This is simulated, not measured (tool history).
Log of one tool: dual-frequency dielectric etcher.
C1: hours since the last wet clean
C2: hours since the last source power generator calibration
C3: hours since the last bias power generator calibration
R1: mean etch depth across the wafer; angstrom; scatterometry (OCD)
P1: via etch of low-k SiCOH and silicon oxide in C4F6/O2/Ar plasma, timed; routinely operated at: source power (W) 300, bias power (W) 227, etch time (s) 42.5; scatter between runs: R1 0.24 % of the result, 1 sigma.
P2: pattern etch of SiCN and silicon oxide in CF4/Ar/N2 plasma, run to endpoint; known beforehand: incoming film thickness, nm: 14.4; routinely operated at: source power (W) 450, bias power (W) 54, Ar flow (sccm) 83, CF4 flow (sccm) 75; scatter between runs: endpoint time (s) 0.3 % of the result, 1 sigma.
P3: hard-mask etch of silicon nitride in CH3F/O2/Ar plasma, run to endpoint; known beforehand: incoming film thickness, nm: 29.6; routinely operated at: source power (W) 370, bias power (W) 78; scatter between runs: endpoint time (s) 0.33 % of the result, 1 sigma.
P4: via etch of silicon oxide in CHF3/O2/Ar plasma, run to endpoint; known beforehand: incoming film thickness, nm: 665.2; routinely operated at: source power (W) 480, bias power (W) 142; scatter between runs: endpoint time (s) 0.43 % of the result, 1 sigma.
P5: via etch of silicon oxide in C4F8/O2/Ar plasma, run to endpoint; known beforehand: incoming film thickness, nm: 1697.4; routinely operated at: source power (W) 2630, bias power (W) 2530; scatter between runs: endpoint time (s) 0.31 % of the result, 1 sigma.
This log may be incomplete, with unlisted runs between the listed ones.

{"run": 1, "day": 0.271, "process that ran": "P1", "source power (W)": 300, "bias power (W)": 227, "etch time (s)": 42.5, "C1": 116.6, "C2": 1080.1, "C3": 899.5, "R1": 1094.0}
{"run": 2, "day": 0.467, "process that ran": "P1", "source power (W)": 300, "bias power (W)": 227, "etch time (s)": 42.5, "C1": 121.3, "C2": 1084.8, "C3": 904.2, "R1": 1092.4}
{"run": 3, "day": 0.675, "process that ran": "P4", "source power (W)": 480, "bias power (W)": 175, "C1": 126.3, "C2": 1089.8, "C3": 909.2, "endpoint time (s)": 369.88}
{"run": 4, "day": 0.875, "process that ran": "P3", "source power (W)": 370, "bias power (W)": 45, "C1": 131.1, "C2": 1094.6, "C3": 914.0, "endpoint time (s)": 51.004}
{"run": 5, "day": 1.175, "process that ran": "P4", "source power (W)": 480, "bias power (W)": 142, "C1": 138.3, "C2": 1101.8, "C3": 921.2, "endpoint time (s)": 395.77}
{"run": 6, "day": 1.458, "process that ran": "P1", "source power (W)": 300, "bias power (W)": 227, "etch time (s)": 42.5, "C1": 145.1, "C2": 1108.6, "C3": 928.0, "R1": 1091.2}
{"run": 7, "day": 1.738, "process that ran": "P1", "source power (W)": 200, "bias power (W)": 227, "etch time (s)": 42.5, "C1": 151.8, "C2": 1115.3, "C3": 934.7, "R1": 935.75}
{"run": 8, "day": 2.029, "process that ran": "P1", "source power (W)": 300, "bias power (W)": 155, "etch time (s)": 34.0, "C1": 158.8, "C2": 1122.3, "C3": 941.7, "R1": 771.0}
{"run": 9, "day": 2.325, "process that ran": "P1", "source power (W)": 300, "bias power (W)": 152, "etch time (s)": 42.5, "C1": 165.9, "C2": 1129.4, "C3": 948.8, "R1": 959.68}
{"run": 10, "day": 2.496, "process that ran": "P1", "source power (W)": 380, "bias power (W)": 227, "etch time (s)": 42.5, "C1": 170.0, "C2": 1133.5, "C3": 952.9, "R1": 1198.0}
{"run": 11, "day": 2.658, "process that ran": "P2", "source power (W)": 450, "bias power (W)": 54, "Ar flow (sccm)": 83, "CF4 flow (sccm)": 75, "C1": 173.9, "C2": 1137.4, "C3": 956.8, "endpoint time (s)": 17.433}
{"run": 12, "day": 2.854, "process that ran": "P3", "source power (W)": 370, "bias power (W)": 78, "C1": 178.6, "C2": 1142.1, "C3": 961.5, "endpoint time (s)": 42.579}
{"run": 13, "day": 3.146, "process that ran": "P3", "source power (W)": 370, "bias power (W)": 78, "C1": 185.6, "C2": 1149.1, "C3": 968.5, "endpoint time (s)": 42.676}
{"run": 14, "day": 3.392, "process that ran": "P1", "source power (W)": 300, "bias power (W)": 227, "etch time (s)": 42.5, "C1": 191.5, "C2": 1155.0, "C3": 974.4, "R1": 1095.7}
{"run": 15, "day": 3.562, "process that ran": "P4", "source power (W)": 320, "bias power (W)": 142, "C1": 195.6, "C2": 1159.1, "C3": 978.5, "endpoint time (s)": 462.6}
{"run": 16, "day": 3.792, "process that ran": "P5", "source power (W)": 2630, "bias power (W)": 2530, "C1": 201.1, "C2": 1164.6, "C3": 984.0, "endpoint time (s)": 279.56}
{"run": 17, "day": 3.929, "process that ran": "P5", "source power (W)": 1560, "bias power (W)": 2530, "C1": 204.4, "C2": 1167.9, "C3": 987.3, "endpoint time (s)": 341.27}
{"run": 18, "day": 4.108, "process that ran": "P2", "source power (W)": 300, "bias power (W)": 54, "Ar flow (sccm)": 83, "CF4 flow (sccm)": 75, "C1": 208.7, "C2": 1172.2, "C3": 991.6, "endpoint time (s)": 25.177}
{"run": 19, "day": 4.292, "process that ran": "P1", "source power (W)": 300, "bias power (W)": 227, "etch time (s)": 55.0, "C1": 213.1, "C2": 1176.6, "C3": 996.0, "R1": 1417.8}
{"run": 20, "day": 4.542, "process that ran": "P1", "source power (W)": 300, "bias power (W)": 227, "etch time (s)": 42.5, "C1": 219.1, "C2": 1182.6, "C3": 1002.0, "R1": 1092.5}
{"run": 21, "day": 4.85, "process that ran": "P1", "source power (W)": 300, "bias power (W)": 227, "etch time (s)": 23.5, "C1": 226.5, "C2": 1190.0, "C3": 1009.4, "R1": 605.34}
{"run": 22, "day": 5.146, "process that ran": "P1", "source power (W)": 390, "bias power (W)": 283, "etch time (s)": 42.5, "C1": 233.6, "C2": 1197.1, "C3": 1016.5, "R1": 1303.2}
{"run": 23, "day": 5.317, "process that ran": "P1", "source power (W)": 300, "bias power (W)": 293, "etch time (s)": 42.5, "C1": 237.7, "C2": 1201.2, "C3": 1020.6, "R1": 1190.2}
{"run": 24, "day": 5.492, "process that ran": "P5", "source power (W)": 2630, "bias power (W)": 1808, "C1": 241.9, "C2": 1205.4, "C3": 1024.8, "endpoint time (s)": 307.82}
{"run": 25, "day": 5.638, "process that ran": "P2", "source power (W)": 450, "bias power (W)": 70, "Ar flow (sccm)": 83, "CF4 flow (sccm)": 75, "C1": 245.4, "C2": 1208.9, "C3": 1028.3, "endpoint time (s)": 16.042}
{"run": 26, "day": 5.792, "process that ran": "P2", "source power (W)": 450, "bias power (W)": 54, "Ar flow (sccm)": 83, "CF4 flow (sccm)": 98, "C1": 249.1, "C2": 1212.6, "C3": 1032.0, "endpoint time (s)": 16.85}

The next listed run, before its measurement:
{"run": 27, "day": 6.033, "process that ran": "P2", "source power (W)": 450, "bias power (W)": 54, "Ar flow (sccm)": 117, "CF4 flow (sccm)": 75, "C1": 254.9, "C2": 1218.4, "C3": 1037.8, "endpoint time (s)": "?"}

Run 27 came out at endpoint time (s) 18.333.
